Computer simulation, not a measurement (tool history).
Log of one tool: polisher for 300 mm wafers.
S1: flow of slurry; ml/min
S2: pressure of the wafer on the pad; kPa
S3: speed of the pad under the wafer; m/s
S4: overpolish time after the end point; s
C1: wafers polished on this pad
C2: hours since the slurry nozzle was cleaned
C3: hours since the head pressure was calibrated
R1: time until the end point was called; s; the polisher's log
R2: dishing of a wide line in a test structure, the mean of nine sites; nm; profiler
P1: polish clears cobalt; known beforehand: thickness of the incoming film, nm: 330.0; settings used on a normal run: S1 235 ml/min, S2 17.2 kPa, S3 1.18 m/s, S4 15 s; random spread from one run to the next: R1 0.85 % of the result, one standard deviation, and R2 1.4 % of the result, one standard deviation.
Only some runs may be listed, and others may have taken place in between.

run 1 day=0.342 | S1=235 S2=17.2 S3=1.18 S4=15 | C1=1152 C2=543.2 C3=154.1 | R1=44.110 R2=58.636
run 2 day=0.717 | S1=235 S2=17.2 S3=1.82 S4=15 | C1=1244 C2=552.2 C3=163.1 | R1=28.459 R2=65.417
run 3 day=1.146 | S1=235 S2=17.2 S3=1.18 S4=15 | C1=1350 C2=562.5 C3=173.4 | R1=44.022 R2=56.515
run 4 day=1.629 | S1=235 S2=17.2 S3=1.18 S4=15 | C1=1469 C2=574.1 C3=185.0 | R1=43.623 R2=57.803
run 5 day=1.983 | S1=235 S2=17.2 S3=1.18 S4=23 | C1=1557 C2=582.6 C3=193.5 | R1=43.945 R2=66.524
run 6 day=2.504 | S1=140 S2=17.2 S3=1.18 S4=15 | C1=1685 C2=595.1 C3=206.0 | R1=46.705 R2=57.597
run 7 day=3.046 | S1=290 S2=12.4 S3=1.18 S4=15 | C1=1818 C2=608.1 C3=219.0 | R1=59.680 R2=50.079
run 8 day=3.458 | S1=235 S2=17.2 S3=0.82 S4=15 | C1=1920 C2=618.0 C3=228.9 | R1=62.227 R2=48.624
run 9 day=3.817 | S1=235 S2=7.6 S3=1.18 S4=15 | C1=2008 C2=626.6 C3=237.5 | R1=99.221 R2=36.554
run 10 day=4.304 | S1=235 S2=17.2 S3=1.18 S4=15 | C1=2129 C2=638.3 C3=249.2 | R1=44.016 R2=58.206
run 11 day=4.779 | S1=345 S2=17.2 S3=1.18 S4=15 | C1=2246 C2=649.7 C3=260.6 | R1=41.442 R2=58.332
run 12 day=5.204 | S1=235 S2=24.1 S3=1.18 S4=15 | C1=2350 C2=659.9 C3=270.8 | R1=31.534 R2=63.933
run 13 day=5.462 | S1=235 S2=17.2 S3=1.18 S4=15 | C1=2414 C2=666.1 C3=277.0 | R1=43.477 R2=58.039
run 14 day=5.992 | S1=235 S2=17.2 S3=1.18 S4=4 | C1=2545 C2=678.8 C3=289.7 | R1=44.336 R2=24.420
run 15 day=6.308 | S1=350 S2=11.7 S3=1.18 S4=15 | C1=2623 C2=686.4 C3=297.3 | R1=62.281 R2=47.643
run 16 day=6.604 | S1=235 S2=17.2 S3=1.18 S4=15 | C1=2696 C2=693.5 C3=304.4 | R1=43.538 R2=56.302
run 17 day=6.958 | S1=235 S2=17.2 S3=1.18 S4=15 | C1=2783 C2=702.0 C3=312.9 | R1=44.695 R2=56.413
run 18 day=7.321 | S1=235 S2=17.2 S3=1.18 S4=15 | C1=2872 C2=710.7 C3=321.6 | R1=44.901 R2=56.683
run 19 day=7.842 | S1=235 S2=17.2 S3=1.18 S4=15 | C1=3001 C2=723.2 C3=334.1 | R1=45.022 R2=57.094
run 20 day=8.221 | S1=235 S2=17.2 S3=1.18 S4=15 | C1=3094 C2=732.3 C3=343.2 | R1=45.544 R2=55.409
run 21 day=8.533 | S1=235 S2=17.2 S3=1.18 S4=15 | C1=3171 C2=739.8 C3=350.7 | R1=46.171 R2=58.143
-- day=8.554 head pressure recalibrated
run 22 day=8.983 | S1=235 S2=17.2 S3=1.18 S4=15 | C1=3282 C2=750.6 C3=10.4 | R1=45.888 R2=56.664
run 23 day=9.379 | S1=235 S2=17.2 S3=1.18 S4=15 | C1=3380 C2=760.1 C3=19.9 | R1=46.137 R2=55.406

P1 no longer gives what it gave before; its output has crept away from where it was. The following 2 causes, each at its listed size, fit the log equally well:
A: slurry flow missing at the pad, % = 29.4
B: removal rate lost through wear of the pad, % = 4.53
The drift started at roughly day 6.604.
Every other cause this tool's parts could produce, and why it does not fit the log:
head's pressure below its setpoint, %: serviced after onset, at day 8.554, with no recovery of the prior output

Each of the check runs listed below is run on 5 wafers and reports their average, with the results left as question marks. Pick the one under which the possible causes would lead to clearly different results.
run check 1 day=9.775 | S1=235 S2=22.8 S3=1.18 S4=23 | R1=? R2=?
run check 2 day=9.775 | S1=235 S2=10.3 S3=1.80 S4=15 | R1=? R2=?
run check 3 day=9.775 | S1=140 S2=22.8 S3=1.18 S4=15 | R1=? R2=?
run check 4 day=9.775 | S1=235 S2=7.6 S3=1.18 S4=5 | R1=? R2=?

If the cause were each of the candidates in turn, the checks would give the following:
check=check_1 result=R1 if_A=34.820 if_B=34.821
check=check_1 result=R2 if_A=70.181 if_B=70.181
check=check_2 result=R1 if_A=50.219 if_B=50.220
check=check_2 result=R2 if_A=54.267 if_B=54.267
check=check_3 result=R1 if_A=38.613 if_B=37.534
check=check_3 result=R2 if_A=60.711 if_B=61.359
check=check_4 result=R1 if_A=104.460 if_B=104.460
check=check_4 result=R2 if_A=14.047 if_B=14.046
Smallest distance between any two causes, each pair judged by its most separating result, in per cent: check 1 0 %; check 2 0 %; check 3 2.83 %; check 4 0 %
Check 3 tells the causes apart: in the others they would give nearly the same result.

Check 3 was carried out, with these results: R1 38.546 s; R2 60.608 nm. Which of the listed causes is responsible?

Of the candidate causes, it is A: slurry flow missing at the pad, %.
